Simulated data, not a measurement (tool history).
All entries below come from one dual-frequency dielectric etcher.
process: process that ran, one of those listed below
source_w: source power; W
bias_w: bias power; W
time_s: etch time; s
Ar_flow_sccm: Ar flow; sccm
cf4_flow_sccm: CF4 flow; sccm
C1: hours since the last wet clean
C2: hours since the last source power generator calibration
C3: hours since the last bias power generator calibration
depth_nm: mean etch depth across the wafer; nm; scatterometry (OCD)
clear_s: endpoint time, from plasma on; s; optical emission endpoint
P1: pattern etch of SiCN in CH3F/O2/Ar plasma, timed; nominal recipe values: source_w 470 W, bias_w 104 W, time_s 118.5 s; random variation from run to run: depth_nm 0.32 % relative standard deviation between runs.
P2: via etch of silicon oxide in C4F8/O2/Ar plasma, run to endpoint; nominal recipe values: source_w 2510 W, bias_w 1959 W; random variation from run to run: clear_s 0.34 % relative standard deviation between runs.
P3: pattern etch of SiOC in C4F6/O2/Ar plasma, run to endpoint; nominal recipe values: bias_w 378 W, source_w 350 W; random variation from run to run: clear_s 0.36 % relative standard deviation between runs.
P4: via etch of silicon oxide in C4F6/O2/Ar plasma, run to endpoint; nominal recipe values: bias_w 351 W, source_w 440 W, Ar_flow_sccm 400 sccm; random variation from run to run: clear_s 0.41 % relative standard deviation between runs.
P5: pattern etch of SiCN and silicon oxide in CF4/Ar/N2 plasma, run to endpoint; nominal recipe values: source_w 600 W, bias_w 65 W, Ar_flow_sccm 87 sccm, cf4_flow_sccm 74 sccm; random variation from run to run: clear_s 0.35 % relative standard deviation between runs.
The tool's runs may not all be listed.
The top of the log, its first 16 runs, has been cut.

Run 17, hour 91.3: process P5, source_w 600 W, bias_w 65 W, Ar_flow_sccm 87 sccm, cf4_flow_sccm 74 sccm; C1 331.4; C2 22.9; C3 65.9. Result: clear_s 11.775 s.
Run 18, hour 96.6: process P2, source_w 2510 W, bias_w 1959 W; C1 336.7; C2 28.2; C3 71.2. Result: clear_s 356.36 s.
Run 19, hour 100.6: process P1, source_w 470 W, bias_w 104 W, time_s 118.5 s; C1 340.7; C2 32.2; C3 75.2. Result: depth_nm 52.741 nm.
Run 20, hour 106.7: process P3, source_w 470 W, bias_w 378 W; C1 346.8; C2 38.3; C3 81.3. Result: clear_s 17.764 s.
Run 21, hour 112.7: process P5, source_w 600 W, bias_w 65 W, Ar_flow_sccm 87 sccm, cf4_flow_sccm 74 sccm; C1 352.8; C2 44.3; C3 87.3. Result: clear_s 11.775 s.
Run 22, hour 119.9: process P4, source_w 440 W, bias_w 245 W, Ar_flow_sccm 400 sccm; C1 360; C2 51.5; C3 94.5. Result: clear_s 44.165 s.
Run 23, hour 124.8: process P3, source_w 350 W, bias_w 378 W; C1 364.9; C2 56.4; C3 99.4. Result: clear_s 19.913 s.
Run 24, hour 130.5: process P4, source_w 440 W, bias_w 351 W, Ar_flow_sccm 400 sccm; C1 370.6; C2 62.1; C3 105.1. Result: clear_s 39.067 s.
Run 25, hour 136.4: process P1, source_w 640 W, bias_w 145 W, time_s 118.5 s; C1 376.5; C2 68; C3 111. Result: depth_nm 66.988 nm.
Run 26, hour 142.4: process P1, source_w 470 W, bias_w 125 W, time_s 118.5 s; C1 382.5; C2 74; C3 117. Result: depth_nm 56.55 nm.
Run 27, hour 147.6: process P1, source_w 650 W, bias_w 104 W, time_s 118.5 s; C1 387.7; C2 79.2; C3 122.2. Result: depth_nm 59.498 nm.
Run 28, hour 154.8: process P1, source_w 470 W, bias_w 104 W, time_s 118.5 s; C1 394.9; C2 86.4; C3 129.4. Result: depth_nm 52.987 nm.
Run 29, hour 158.8: process P2, source_w 2510 W, bias_w 1959 W; C1 398.9; C2 90.4; C3 133.4. Result: clear_s 359.79 s.
Run 30, hour 162.5: process P2, source_w 2510 W, bias_w 2735 W; C1 402.6; C2 94.1; C3 137.1. Result: clear_s 323.44 s.

Run 31 is up next; what results do you expect?
Run 31, hour 169: process P1, source_w 470 W, bias_w 104 W, time_s 118.5 s; C1 409.1; C2 100.6; C3 143.6. Result: depth_nm ?.

{"run 31": {"depth_nm": 52.912}}

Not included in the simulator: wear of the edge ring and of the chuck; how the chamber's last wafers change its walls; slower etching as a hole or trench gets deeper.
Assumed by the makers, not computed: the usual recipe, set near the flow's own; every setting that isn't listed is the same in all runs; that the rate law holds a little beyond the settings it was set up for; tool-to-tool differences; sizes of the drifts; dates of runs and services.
